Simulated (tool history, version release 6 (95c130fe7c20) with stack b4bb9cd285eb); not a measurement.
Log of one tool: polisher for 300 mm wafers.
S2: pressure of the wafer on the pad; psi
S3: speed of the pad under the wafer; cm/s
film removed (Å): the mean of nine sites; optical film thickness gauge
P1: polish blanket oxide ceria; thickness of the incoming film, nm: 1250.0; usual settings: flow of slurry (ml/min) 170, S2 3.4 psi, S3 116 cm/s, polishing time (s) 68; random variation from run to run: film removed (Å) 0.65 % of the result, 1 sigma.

{"run": 1, "hour": 2.9, "flow of slurry (ml/min)": 170, "S2": 3.4, "S3": 116, "polishing time (s)": 68, "film removed (Å)": 4224.8}
{"run": 2, "hour": 6.0, "flow of slurry (ml/min)": 170, "S2": 3.4, "S3": 116, "polishing time (s)": 68, "film removed (Å)": 4221.7}
{"run": 3, "hour": 10.0, "flow of slurry (ml/min)": 245, "S2": 5.3, "S3": 116, "polishing time (s)": 68, "film removed (Å)": 6876.9}
{"run": 4, "hour": 13.9, "flow of slurry (ml/min)": 100, "S2": 3.4, "S3": 116, "polishing time (s)": 68, "film removed (Å)": 3767.7}
{"run": 5, "hour": 17.3, "flow of slurry (ml/min)": 170, "S2": 1.7, "S3": 116, "polishing time (s)": 68, "film removed (Å)": 2086.3}
{"run": 6, "hour": 19.8, "flow of slurry (ml/min)": 170, "S2": 3.4, "S3": 116, "polishing time (s)": 68, "film removed (Å)": 4176.9}
{"run": 7, "hour": 23.3, "flow of slurry (ml/min)": 170, "S2": 3.4, "S3": 116, "polishing time (s)": 68, "film removed (Å)": 4195.9}
{"run": 8, "hour": 27.3, "flow of slurry (ml/min)": 170, "S2": 3.4, "S3": 56, "polishing time (s)": 68, "film removed (Å)": 2034.5}
{"run": 9, "hour": 31.2, "flow of slurry (ml/min)": 170, "S2": 3.4, "S3": 116, "polishing time (s)": 102, "film removed (Å)": 6278.6}
{"run": 10, "hour": 35.3, "flow of slurry (ml/min)": 170, "S2": 4.9, "S3": 116, "polishing time (s)": 68, "film removed (Å)": 6033.2}
{"run": 11, "hour": 37.9, "flow of slurry (ml/min)": 170, "S2": 4.3, "S3": 116, "polishing time (s)": 98, "film removed (Å)": 7701.2}
{"run": 12, "hour": 42.4, "flow of slurry (ml/min)": 260, "S2": 3.4, "S3": 116, "polishing time (s)": 68, "film removed (Å)": 4464.5}
{"run": 13, "hour": 44.6, "flow of slurry (ml/min)": 170, "S2": 3.4, "S3": 182, "polishing time (s)": 68, "film removed (Å)": 6592.6}
{"run": 14, "hour": 48.7, "flow of slurry (ml/min)": 170, "S2": 3.4, "S3": 154, "polishing time (s)": 47, "film removed (Å)": 3864.8}
{"run": 15, "hour": 51.8, "flow of slurry (ml/min)": 170, "S2": 3.4, "S3": 116, "polishing time (s)": 36, "film removed (Å)": 2226.1}
{"run": 16, "hour": 54.0, "flow of slurry (ml/min)": 170, "S2": 3.4, "S3": 116, "polishing time (s)": 68, "film removed (Å)": 4203.7}
{"run": 17, "hour": 58.5, "flow of slurry (ml/min)": 170, "S2": 3.4, "S3": 116, "polishing time (s)": 68, "film removed (Å)": 4090.0}
{"run": 18, "hour": 62.3, "flow of slurry (ml/min)": 170, "S2": 3.4, "S3": 116, "polishing time (s)": 68, "film removed (Å)": 4052.0}
{"run": 19, "hour": 64.6, "flow of slurry (ml/min)": 170, "S2": 3.4, "S3": 116, "polishing time (s)": 68, "film removed (Å)": 4049.6}
{"run": 20, "hour": 68.4, "flow of slurry (ml/min)": 170, "S2": 3.4, "S3": 116, "polishing time (s)": 68, "film removed (Å)": 3960.3}
{"run": 21, "hour": 70.8, "flow of slurry (ml/min)": 170, "S2": 3.4, "S3": 116, "polishing time (s)": 68, "film removed (Å)": 3913.9}
{"run": 22, "hour": 72.8, "flow of slurry (ml/min)": 170, "S2": 3.4, "S3": 116, "polishing time (s)": 68, "film removed (Å)": 3969.8}
{"run": 23, "hour": 75.6, "flow of slurry (ml/min)": 170, "S2": 3.4, "S3": 116, "polishing time (s)": 68, "film removed (Å)": 3891.5}

Forecast run 24:
{"hour": 77.8, "done": "head pressure recalibrated"}
{"run": 24, "hour": 78.6, "flow of slurry (ml/min)": 170, "S2": 3.4, "S3": 116, "polishing time (s)": 68, "film removed (Å)": "?"}

{"run 24": {"film removed (Å)": 3912.5}}
